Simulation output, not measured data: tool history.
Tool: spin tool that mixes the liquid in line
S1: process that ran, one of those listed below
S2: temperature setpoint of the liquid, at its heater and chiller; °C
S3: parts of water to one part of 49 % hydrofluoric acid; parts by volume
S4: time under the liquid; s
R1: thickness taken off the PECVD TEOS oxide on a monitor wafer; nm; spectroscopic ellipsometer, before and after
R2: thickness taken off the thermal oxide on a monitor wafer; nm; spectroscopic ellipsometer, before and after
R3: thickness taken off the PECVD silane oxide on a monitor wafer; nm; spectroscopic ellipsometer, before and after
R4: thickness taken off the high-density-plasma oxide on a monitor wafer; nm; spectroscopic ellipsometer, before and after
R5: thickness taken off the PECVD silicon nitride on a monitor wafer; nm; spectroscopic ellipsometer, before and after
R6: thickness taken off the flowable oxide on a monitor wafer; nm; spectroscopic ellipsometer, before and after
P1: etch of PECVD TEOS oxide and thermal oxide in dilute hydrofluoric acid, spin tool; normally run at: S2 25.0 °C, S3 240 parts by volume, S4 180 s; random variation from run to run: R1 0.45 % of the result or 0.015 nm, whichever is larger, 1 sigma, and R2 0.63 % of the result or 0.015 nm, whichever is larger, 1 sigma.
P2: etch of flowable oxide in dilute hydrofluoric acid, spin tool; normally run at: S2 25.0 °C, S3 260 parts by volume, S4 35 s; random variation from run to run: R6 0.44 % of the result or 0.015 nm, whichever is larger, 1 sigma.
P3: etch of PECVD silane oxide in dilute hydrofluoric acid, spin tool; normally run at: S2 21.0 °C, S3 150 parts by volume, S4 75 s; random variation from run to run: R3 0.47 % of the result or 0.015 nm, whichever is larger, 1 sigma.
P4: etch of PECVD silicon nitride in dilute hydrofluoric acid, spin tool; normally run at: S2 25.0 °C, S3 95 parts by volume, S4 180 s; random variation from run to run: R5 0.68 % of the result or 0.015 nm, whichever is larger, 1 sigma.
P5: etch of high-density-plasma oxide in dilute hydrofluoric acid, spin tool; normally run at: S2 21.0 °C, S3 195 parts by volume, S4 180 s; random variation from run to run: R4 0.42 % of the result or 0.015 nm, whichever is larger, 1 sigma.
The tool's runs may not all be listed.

Run 1, day 0.233: S1 P1, S2 25.0 °C, S3 240 parts by volume, S4 180 s. Result: R1 7.5281 nm, R2 3.2598 nm.
Run 2, day 0.508: S1 P3, S2 21.0 °C, S3 150 parts by volume, S4 75 s. Result: R3 7.1456 nm.
Run 3, day 0.838: S1 P1, S2 18.5 °C, S3 240 parts by volume, S4 180 s. Result: R1 5.8854 nm, R2 2.5565 nm.
Run 4, day 1.275: S1 P5, S2 21.0 °C, S3 60 parts by volume, S4 180 s. Result: R4 22.0760 nm.
Run 5, day 1.538: S1 P1, S2 25.0 °C, S3 100 parts by volume, S4 180 s. Result: R1 20.9200 nm, R2 9.1261 nm.
Run 6, day 1.988: S1 P4, S2 25.0 °C, S3 95 parts by volume, S4 180 s. Result: R5 3.8804 nm.
Run 7, day 2.425: S1 P4, S2 18.5 °C, S3 95 parts by volume, S4 180 s. Result: R5 2.5006 nm.
Run 8, day 2.671: S1 P2, S2 25.0 °C, S3 260 parts by volume, S4 35 s. Result: R6 6.0396 nm.
Run 9, day 3.071: S1 P3, S2 21.0 °C, S3 150 parts by volume, S4 35 s. Result: R3 3.3324 nm.
Run 10, day 3.408: S1 P1, S2 25.0 °C, S3 240 parts by volume, S4 180 s. Result: R1 7.4575 nm, R2 3.2306 nm.
Run 11, day 3.842: S1 P5, S2 21.0 °C, S3 195 parts by volume, S4 180 s. Result: R4 5.8323 nm.
Run 12, day 4.292: S1 P2, S2 25.0 °C, S3 260 parts by volume, S4 50 s. Result: R6 8.5719 nm.
Run 13, day 4.617: S1 P2, S2 25.0 °C, S3 390 parts by volume, S4 35 s. Result: R6 3.5023 nm.
Run 14, day 4.838: S1 P4, S2 25.0 °C, S3 145 parts by volume, S4 180 s. Result: R5 2.5661 nm.
Run 15, day 5.225: S1 P5, S2 17.0 °C, S3 195 parts by volume, S4 180 s. Result: R4 4.9976 nm.
Run 16, day 5.525: S1 P1, S2 25.0 °C, S3 240 parts by volume, S4 60 s. Result: R1 2.4959 nm, R2 1.0861 nm.
Run 17, day 5.738: S1 P1, S2 25.0 °C, S3 240 parts by volume, S4 180 s. Result: R1 7.3997 nm, R2 3.2378 nm.
Run 18, day 6.008: S1 P1, S2 31.0 °C, S3 240 parts by volume, S4 180 s. Result: R1 9.1290 nm, R2 3.9372 nm.
Run 19, day 6.333: S1 P1, S2 25.0 °C, S3 355 parts by volume, S4 95 s. Result: R1 2.3869 nm, R2 1.0179 nm.
Run 20, day 6.721: S1 P1, S2 25.0 °C, S3 240 parts by volume, S4 180 s. Result: R1 7.4844 nm, R2 3.2661 nm.
Run 21, day 6.975: S1 P1, S2 25.0 °C, S3 380 parts by volume, S4 180 s. Result: R1 4.1245 nm, R2 1.7675 nm.
Run 22, day 7.392: S1 P1, S2 25.0 °C, S3 240 parts by volume, S4 295 s. Result: R1 12.1290 nm, R2 5.3381 nm.

Forecast run 23:
At day 7.446: thermometer replaced.
Run 23, day 7.667: S1 P2, S2 19.5 °C, S3 260 parts by volume, S4 35 s. Result: R6 ?.

{"run 23": {"R6": 4.9148}}

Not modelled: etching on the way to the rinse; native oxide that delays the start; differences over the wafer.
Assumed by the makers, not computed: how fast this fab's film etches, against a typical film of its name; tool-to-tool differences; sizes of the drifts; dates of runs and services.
